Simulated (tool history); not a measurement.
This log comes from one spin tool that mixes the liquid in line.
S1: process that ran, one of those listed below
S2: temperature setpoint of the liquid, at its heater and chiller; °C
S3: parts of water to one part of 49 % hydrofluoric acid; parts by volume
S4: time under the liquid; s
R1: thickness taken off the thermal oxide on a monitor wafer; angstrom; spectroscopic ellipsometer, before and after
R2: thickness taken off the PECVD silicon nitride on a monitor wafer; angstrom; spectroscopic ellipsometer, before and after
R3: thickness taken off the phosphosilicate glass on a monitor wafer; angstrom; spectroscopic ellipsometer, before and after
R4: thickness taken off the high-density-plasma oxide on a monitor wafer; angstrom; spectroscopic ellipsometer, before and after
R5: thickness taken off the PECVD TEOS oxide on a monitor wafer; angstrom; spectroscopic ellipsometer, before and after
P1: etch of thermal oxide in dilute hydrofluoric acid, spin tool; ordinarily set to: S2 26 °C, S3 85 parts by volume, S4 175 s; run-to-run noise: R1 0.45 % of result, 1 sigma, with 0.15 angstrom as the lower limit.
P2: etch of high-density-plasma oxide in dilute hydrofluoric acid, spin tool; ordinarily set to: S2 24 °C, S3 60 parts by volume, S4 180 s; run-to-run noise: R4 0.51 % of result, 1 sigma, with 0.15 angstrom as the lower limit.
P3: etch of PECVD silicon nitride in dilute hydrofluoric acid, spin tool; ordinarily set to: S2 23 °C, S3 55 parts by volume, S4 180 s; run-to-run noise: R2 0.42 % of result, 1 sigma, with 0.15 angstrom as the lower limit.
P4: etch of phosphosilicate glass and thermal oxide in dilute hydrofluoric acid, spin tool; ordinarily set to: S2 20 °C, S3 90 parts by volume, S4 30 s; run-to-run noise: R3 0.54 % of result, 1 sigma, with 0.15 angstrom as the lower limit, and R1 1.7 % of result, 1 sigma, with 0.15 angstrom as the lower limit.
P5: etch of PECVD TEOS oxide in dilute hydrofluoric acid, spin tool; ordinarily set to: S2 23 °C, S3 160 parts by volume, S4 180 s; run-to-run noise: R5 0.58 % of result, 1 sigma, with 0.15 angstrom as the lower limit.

{"run": 1, "hour": 9.2, "S1": "P1", "S2": 26, "S3": 85, "S4": 175, "R1": 105.26}
{"run": 2, "hour": 17.8, "S1": "P3", "S2": 23, "S3": 55, "S4": 180, "R2": 78.757}
{"run": 3, "hour": 28.9, "S1": "P1", "S2": 26, "S3": 150, "S4": 285, "R1": 89.926}
{"run": 4, "hour": 35.0, "S1": "P4", "S2": 20, "S3": 90, "S4": 15, "R1": 6.4159, "R3": 87.048}
{"run": 5, "hour": 46.3, "S1": "P2", "S2": 24, "S3": 60, "S4": 335, "R4": 596.97}
{"run": 6, "hour": 56.3, "S1": "P1", "S2": 26, "S3": 120, "S4": 175, "R1": 71.366}
{"run": 7, "hour": 62.8, "S1": "P5", "S2": 23, "S3": 160, "S4": 180, "R5": 111.98}
{"run": 8, "hour": 71.7, "S1": "P2", "S2": 24, "S3": 35, "S4": 180, "R4": 570.54}
{"run": 9, "hour": 82.6, "S1": "P4", "S2": 26, "S3": 90, "S4": 30, "R1": 16.749, "R3": 221.44}
{"run": 10, "hour": 89.2, "S1": "P1", "S2": 26, "S3": 85, "S4": 175, "R1": 105.22}
{"run": 11, "hour": 97.8, "S1": "P5", "S2": 31, "S3": 160, "S4": 180, "R5": 150.7}
{"run": 12, "hour": 109.5, "S1": "P1", "S2": 26, "S3": 145, "S4": 320, "R1": 104.17}
{"run": 13, "hour": 120.1, "S1": "P2", "S2": 24, "S3": 60, "S4": 180, "R4": 322.19}
{"run": 14, "hour": 126.7, "S1": "P1", "S2": 26, "S3": 85, "S4": 175, "R1": 106.01}
{"run": 15, "hour": 136.4, "S1": "P1", "S2": 34, "S3": 85, "S4": 175, "R1": 142.9}
{"run": 16, "hour": 146.5, "S1": "P4", "S2": 20, "S3": 20, "S4": 30, "R1": 63.562, "R3": 844.76}
{"run": 17, "hour": 153.1, "S1": "P1", "S2": 31, "S3": 85, "S4": 90, "R1": 65.677}
{"run": 18, "hour": 164.0, "S1": "P2", "S2": 17, "S3": 60, "S4": 180, "R4": 240.78}
{"run": 19, "hour": 175.8, "S1": "P1", "S2": 26, "S3": 85, "S4": 15, "R1": 9.0642}
{"run": 20, "hour": 189.4, "S1": "P1", "S2": 22.5, "S3": 85, "S4": 175, "R1": 92.215}
{"run": 21, "hour": 199.9, "S1": "P4", "S2": 20, "S3": 90, "S4": 30, "R1": 12.744, "R3": 173.99}
{"run": 22, "hour": 206.4, "S1": "P3", "S2": 23, "S3": 20, "S4": 180, "R2": 210.9}
{"run": 23, "hour": 213.5, "S1": "P1", "S2": 26, "S3": 85, "S4": 175, "R1": 105.4}
{"run": 24, "hour": 220.0, "S1": "P1", "S2": 26, "S3": 20, "S4": 175, "R1": 489.38}
{"run": 25, "hour": 231.9, "S1": "P3", "S2": 23, "S3": 55, "S4": 45, "R2": 19.981}
{"run": 26, "hour": 238.4, "S1": "P3", "S2": 27, "S3": 55, "S4": 180, "R2": 103.2}
{"run": 27, "hour": 250.6, "S1": "P1", "S2": 26, "S3": 85, "S4": 350, "R1": 209.94}
{"run": 28, "hour": 257.8, "S1": "P5", "S2": 23, "S3": 270, "S4": 180, "R5": 58.992}
{"run": 29, "hour": 267.7, "S1": "P3", "S2": 23, "S3": 55, "S4": 180, "R2": 78.854}
{"run": 30, "hour": 276.4, "S1": "P1", "S2": 26, "S3": 85, "S4": 175, "R1": 105.91}
{"run": 31, "hour": 287.0, "S1": "P2", "S2": 24, "S3": 60, "S4": 180, "R4": 319.16}
{"run": 32, "hour": 298.6, "S1": "P1", "S2": 26, "S3": 85, "S4": 175, "R1": 105.78}
{"run": 33, "hour": 304.7, "S1": "P5", "S2": 23, "S3": 160, "S4": 15, "R5": 9.2834}
{"run": 34, "hour": 314.6, "S1": "P1", "S2": 26, "S3": 85, "S4": 175, "R1": 106.07}
{"run": 35, "hour": 322.1, "S1": "P1", "S2": 26, "S3": 85, "S4": 175, "R1": 106.66}
{"run": 36, "hour": 332.4, "S1": "P1", "S2": 26, "S3": 85, "S4": 175, "R1": 108.63}
{"run": 37, "hour": 342.3, "S1": "P1", "S2": 26, "S3": 85, "S4": 175, "R1": 110.62}
{"run": 38, "hour": 353.5, "S1": "P1", "S2": 26, "S3": 85, "S4": 175, "R1": 112.05}
{"run": 39, "hour": 366.6, "S1": "P1", "S2": 26, "S3": 85, "S4": 175, "R1": 112.68}
{"run": 40, "hour": 378.5, "S1": "P1", "S2": 26, "S3": 85, "S4": 175, "R1": 112.88}
{"run": 41, "hour": 389.4, "S1": "P1", "S2": 26, "S3": 85, "S4": 175, "R1": 112.98}
{"run": 42, "hour": 402.0, "S1": "P1", "S2": 26, "S3": 85, "S4": 175, "R1": 114.68}
{"run": 43, "hour": 409.3, "S1": "P1", "S2": 26, "S3": 85, "S4": 175, "R1": 113.49}
{"run": 44, "hour": 419.5, "S1": "P1", "S2": 26, "S3": 85, "S4": 175, "R1": 113.46}
{"run": 45, "hour": 433.0, "S1": "P1", "S2": 26, "S3": 85, "S4": 175, "R1": 114.1}

The log shows P1 creeping away from where it was. Any of the 2 causes listed here, at the size stated for it, fits the log just as well as the others:
A: hydrofluoric acid flow above the setpoint (%) = 7.43
B: liquid hotter than its thermometer reads (K) = 2.04
The process output started creeping at around hour 314.6.

Below are 4 check runs, each on a single wafer, with their results shown as question marks. Which of them would tell the listed causes apart, meaning the causes would give clearly different results under it?
{"run": "check 1", "hour": 446.5, "S1": "P4", "S2": 20, "S3": 90, "S4": 30, "R1": "?", "R3": "?"}
{"run": "check 2", "hour": 446.5, "S1": "P3", "S2": 23, "S3": 55, "S4": 180, "R2": "?"}
{"run": "check 3", "hour": 446.5, "S1": "P2", "S2": 24, "S3": 60, "S4": 180, "R4": "?"}
{"run": "check 4", "hour": 446.5, "S1": "P5", "S2": 23, "S3": 160, "S4": 180, "R5": "?"}

Predicted outcomes, by check and by cause:
check=check_1 result=R1 if_A=14.205 if_B=14.274
check=check_1 result=R3 if_A=188.16 if_B=189.08
check=check_2 result=R2 if_A=84.716 if_B=90.604
check=check_3 result=R4 if_A=347.62 if_B=349.54
check=check_4 result=R5 if_A=121.93 if_B=121.13
How far apart the two closest causes lie, in the result that separates them most: check 1 0.49 %; check 2 6.72 %; check 3 0.55 %; check 4 0.66 %
Check 2 distinguishes between the causes, while the remaining checks would return nearly the same result for all of them.

With check 2 done, the readings were: R2 84.108 angstrom. Identify which of the listed causes applies.

A is the cause: hydrofluoric acid flow above the setpoint (%).

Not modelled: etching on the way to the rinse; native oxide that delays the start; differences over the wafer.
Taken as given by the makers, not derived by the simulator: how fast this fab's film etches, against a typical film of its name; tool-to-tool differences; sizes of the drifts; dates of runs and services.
